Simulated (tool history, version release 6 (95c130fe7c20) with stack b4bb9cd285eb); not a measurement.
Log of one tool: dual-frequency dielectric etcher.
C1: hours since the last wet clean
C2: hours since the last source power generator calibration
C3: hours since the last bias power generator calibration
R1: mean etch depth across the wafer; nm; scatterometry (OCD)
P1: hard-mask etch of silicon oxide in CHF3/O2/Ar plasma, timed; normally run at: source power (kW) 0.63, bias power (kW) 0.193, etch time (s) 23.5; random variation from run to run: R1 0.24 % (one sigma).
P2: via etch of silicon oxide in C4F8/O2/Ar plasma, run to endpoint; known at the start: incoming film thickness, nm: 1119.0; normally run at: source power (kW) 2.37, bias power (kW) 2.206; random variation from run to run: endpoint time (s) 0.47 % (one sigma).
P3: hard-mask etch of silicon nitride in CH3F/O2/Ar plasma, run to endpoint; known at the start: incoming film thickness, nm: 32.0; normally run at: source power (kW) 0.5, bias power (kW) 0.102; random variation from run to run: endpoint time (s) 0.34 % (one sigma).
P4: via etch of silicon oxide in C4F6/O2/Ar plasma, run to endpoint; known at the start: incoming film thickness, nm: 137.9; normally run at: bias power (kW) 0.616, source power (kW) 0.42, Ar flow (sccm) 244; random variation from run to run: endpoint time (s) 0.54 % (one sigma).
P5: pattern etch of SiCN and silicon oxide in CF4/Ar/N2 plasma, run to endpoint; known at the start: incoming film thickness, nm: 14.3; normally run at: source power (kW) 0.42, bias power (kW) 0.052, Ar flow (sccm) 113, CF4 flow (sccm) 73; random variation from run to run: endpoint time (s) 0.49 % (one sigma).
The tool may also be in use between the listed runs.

run 1 hour=10.3 | process_that_ran=P1 source_power_(kW)=0.63 bias_power_(kW)=0.193 etch_time_(s)=23.5 | C1=194.6 C2=1883.7 C3=2985.9 | R1=46.511
run 2 hour=16.1 | process_that_ran=P1 source_power_(kW)=0.63 bias_power_(kW)=0.193 etch_time_(s)=29 | C1=200.4 C2=1889.5 C3=2991.7 | R1=57.217
run 3 hour=22.3 | process_that_ran=P3 source_power_(kW)=0.32 bias_power_(kW)=0.102 | C1=206.6 C2=1895.7 C3=2997.9 | endpoint_time_(s)=43.539
run 4 hour=30.7 | process_that_ran=P1 source_power_(kW)=0.63 bias_power_(kW)=0.193 etch_time_(s)=23.5 | C1=215 C2=1904.1 C3=3006.3 | R1=46.302
run 5 hour=39.2 | process_that_ran=P5 source_power_(kW)=0.42 bias_power_(kW)=0.052 Ar_flow_(sccm)=113 CF4_flow_(sccm)=73 | C1=223.5 C2=1912.6 C3=3014.8 | endpoint_time_(s)=20.459
run 6 hour=48 | process_that_ran=P1 source_power_(kW)=0.63 bias_power_(kW)=0.264 etch_time_(s)=23.5 | C1=232.3 C2=1921.4 C3=3023.6 | R1=51.707
run 7 hour=53.9 | process_that_ran=P3 source_power_(kW)=0.5 bias_power_(kW)=0.102 | C1=238.2 C2=1927.3 C3=3029.5 | endpoint_time_(s)=36.89
run 8 hour=58.9 | process_that_ran=P4 source_power_(kW)=0.42 bias_power_(kW)=0.616 Ar_flow_(sccm)=244 | C1=243.2 C2=1932.3 C3=3034.5 | endpoint_time_(s)=26.349
run 9 hour=65.2 | process_that_ran=P4 source_power_(kW)=0.5 bias_power_(kW)=0.616 Ar_flow_(sccm)=244 | C1=249.5 C2=1938.6 C3=3040.8 | endpoint_time_(s)=24.634
run 10 hour=70.1 | process_that_ran=P1 source_power_(kW)=0.63 bias_power_(kW)=0.193 etch_time_(s)=14.5 | C1=254.4 C2=1943.5 C3=3045.7 | R1=28.791
run 11 hour=79.6 | process_that_ran=P5 source_power_(kW)=0.42 bias_power_(kW)=0.037 Ar_flow_(sccm)=113 CF4_flow_(sccm)=73 | C1=263.9 C2=1953 C3=3055.2 | endpoint_time_(s)=22.873
run 12 hour=86.6 | process_that_ran=P4 source_power_(kW)=0.42 bias_power_(kW)=0.371 Ar_flow_(sccm)=244 | C1=270.9 C2=1960 C3=3062.2 | endpoint_time_(s)=31.425
run 13 hour=96.4 | process_that_ran=P5 source_power_(kW)=0.42 bias_power_(kW)=0.052 Ar_flow_(sccm)=113 CF4_flow_(sccm)=73 | C1=280.7 C2=1969.8 C3=3072 | endpoint_time_(s)=20.189
run 14 hour=101.9 | process_that_ran=P5 source_power_(kW)=0.42 bias_power_(kW)=0.052 Ar_flow_(sccm)=113 CF4_flow_(sccm)=99 | C1=286.2 C2=1975.3 C3=3077.5 | endpoint_time_(s)=19.544
run 15 hour=106.6 | process_that_ran=P5 source_power_(kW)=0.56 bias_power_(kW)=0.052 Ar_flow_(sccm)=113 CF4_flow_(sccm)=73 | C1=290.9 C2=1980 C3=3082.2 | endpoint_time_(s)=15.876
run 16 hour=111.9 | process_that_ran=P2 source_power_(kW)=2.37 bias_power_(kW)=2.206 | C1=296.2 C2=1985.3 C3=3087.5 | endpoint_time_(s)=199.53
run 17 hour=118.3 | process_that_ran=P1 source_power_(kW)=0.63 bias_power_(kW)=0.193 etch_time_(s)=23.5 | C1=302.6 C2=1991.7 C3=3093.9 | R1=46.537
run 18 hour=127.7 | process_that_ran=P2 source_power_(kW)=2.37 bias_power_(kW)=2.206 | C1=312 C2=2001.1 C3=3103.3 | endpoint_time_(s)=202.32
run 19 hour=137.4 | process_that_ran=P5 source_power_(kW)=0.42 bias_power_(kW)=0.052 Ar_flow_(sccm)=72 CF4_flow_(sccm)=73 | C1=321.7 C2=2010.8 C3=3113 | endpoint_time_(s)=19.246
run 20 hour=146.2 | process_that_ran=P4 source_power_(kW)=0.42 bias_power_(kW)=0.616 Ar_flow_(sccm)=244 | C1=330.5 C2=2019.6 C3=3121.8 | endpoint_time_(s)=26.249
run 21 hour=152.8 | process_that_ran=P3 source_power_(kW)=0.5 bias_power_(kW)=0.102 | C1=337.1 C2=2026.2 C3=3128.4 | endpoint_time_(s)=37.041
run 22 hour=158.7 | process_that_ran=P1 source_power_(kW)=0.63 bias_power_(kW)=0.193 etch_time_(s)=23.5 | C1=343 C2=2032.1 C3=3134.3 | R1=46.397
run 23 hour=168 | process_that_ran=P1 source_power_(kW)=0.63 bias_power_(kW)=0.193 etch_time_(s)=23.5 | C1=352.3 C2=2041.4 C3=3143.6 | R1=46.608
run 24 hour=176 | process_that_ran=P4 source_power_(kW)=0.42 bias_power_(kW)=0.616 Ar_flow_(sccm)=342 | C1=360.3 C2=2049.4 C3=3151.6 | endpoint_time_(s)=27.176
run 25 hour=186.6 | process_that_ran=P1 source_power_(kW)=0.38 bias_power_(kW)=0.193 etch_time_(s)=23.5 | C1=370.9 C2=2060 C3=3162.2 | R1=38.305
run 26 hour=192.6 | process_that_ran=P3 source_power_(kW)=0.5 bias_power_(kW)=0.136 | C1=376.9 C2=2066 C3=3168.2 | endpoint_time_(s)=33.302
run 27 hour=203.1 | process_that_ran=P1 source_power_(kW)=0.82 bias_power_(kW)=0.193 etch_time_(s)=18.5 | C1=387.4 C2=2076.5 C3=3178.7 | R1=40.446
run 28 hour=212.1 | process_that_ran=P2 source_power_(kW)=2.37 bias_power_(kW)=1.532 | C1=396.4 C2=2085.5 C3=3187.7 | endpoint_time_(s)=221.59
run 29 hour=222 | process_that_ran=P1 source_power_(kW)=0.63 bias_power_(kW)=0.113 etch_time_(s)=23.5 | C1=406.3 C2=2095.4 C3=3197.6 | R1=39.102
run 30 hour=228.4 | process_that_ran=P2 source_power_(kW)=3.22 bias_power_(kW)=2.206 | C1=412.7 C2=2101.8 C3=3204 | endpoint_time_(s)=176.64
run 31 hour=237.4 | process_that_ran=P1 source_power_(kW)=0.85 bias_power_(kW)=0.193 etch_time_(s)=23.5 | C1=421.7 C2=2110.8 C3=3213 | R1=52.054
run 32 hour=242.1 | process_that_ran=P1 source_power_(kW)=0.63 bias_power_(kW)=0.193 etch_time_(s)=23.5 | C1=426.4 C2=2115.5 C3=3217.7 | R1=46.33
run 33 hour=250.8 | process_that_ran=P1 source_power_(kW)=0.63 bias_power_(kW)=0.193 etch_time_(s)=23.5 | C1=435.1 C2=2124.2 C3=3226.4 | R1=46.947
run 34 hour=259.1 | process_that_ran=P1 source_power_(kW)=0.63 bias_power_(kW)=0.193 etch_time_(s)=23.5 | C1=443.4 C2=2132.5 C3=3234.7 | R1=47.016
run 35 hour=265.7 | process_that_ran=P1 source_power_(kW)=0.63 bias_power_(kW)=0.193 etch_time_(s)=23.5 | C1=450 C2=2139.1 C3=3241.3 | R1=46.879
run 36 hour=272.3 | process_that_ran=P1 source_power_(kW)=0.63 bias_power_(kW)=0.193 etch_time_(s)=23.5 | C1=456.6 C2=2145.7 C3=3247.9 | R1=47.209
-- hour=281.7 wet clean of the chamber
run 37 hour=282.4 | process_that_ran=P1 source_power_(kW)=0.63 bias_power_(kW)=0.193 etch_time_(s)=23.5 | C1=0.7 C2=2155.8 C3=3258 | R1=47.26
run 38 hour=290.5 | process_that_ran=P1 source_power_(kW)=0.63 bias_power_(kW)=0.193 etch_time_(s)=23.5 | C1=8.8 C2=2163.9 C3=3266.1 | R1=47.112
run 39 hour=295.7 | process_that_ran=P1 source_power_(kW)=0.63 bias_power_(kW)=0.193 etch_time_(s)=23.5 | C1=14 C2=2169.1 C3=3271.3 | R1=47.206

What P1 gives has crept away from where it was. These 2 causes fit the log equally well, each at the size given:
A: source power that arrives over what is set, % = 3.75
B: bias power that arrives over what is set, % = 4.2
The creep began at about hour 242.1.
Why every other cause is out:
chamber walls in a state that raises the etch rate, %: serviced at hour 281.7, which brought nothing back

4 check runs are offered, each on 3 wafers whose results are averaged, their results left as question marks. Which one tells the causes apart?
run check 1 hour=300.9 | process_that_ran=P2 source_power_(kW)=2.84 bias_power_(kW)=1.606 | endpoint_time_(s)=?
run check 2 hour=300.9 | process_that_ran=P5 source_power_(kW)=0.5 bias_power_(kW)=0.052 Ar_flow_(sccm)=76 CF4_flow_(sccm)=73 | endpoint_time_(s)=?
run check 3 hour=300.9 | process_that_ran=P3 source_power_(kW)=0.33 bias_power_(kW)=0.102 | endpoint_time_(s)=?
run check 4 hour=300.9 | process_that_ran=P4 source_power_(kW)=0.42 bias_power_(kW)=0.41 Ar_flow_(sccm)=244 | endpoint_time_(s)=?

What each check would give under each cause:
check=check_1 result=endpoint_time_(s) if_A=200.4 if_B=201.22
check=check_2 result=endpoint_time_(s) if_A=15.919 if_B=16.254
check=check_3 result=endpoint_time_(s) if_A=42.608 if_B=42.534
check=check_4 result=endpoint_time_(s) if_A=30.088 if_B=30.051
How far apart the two closest causes lie, in the result that separates them most: check 1 0.41 %; check 2 2.09 %; check 3 0.17 %; check 4 0.12 %
Only check 2 tells the causes apart: in the others they would give nearly the same result.

Then check 2 was run and gave: endpoint time (s) 15.95. Which cause is it?

It is A: source power that arrives over what is set, %.
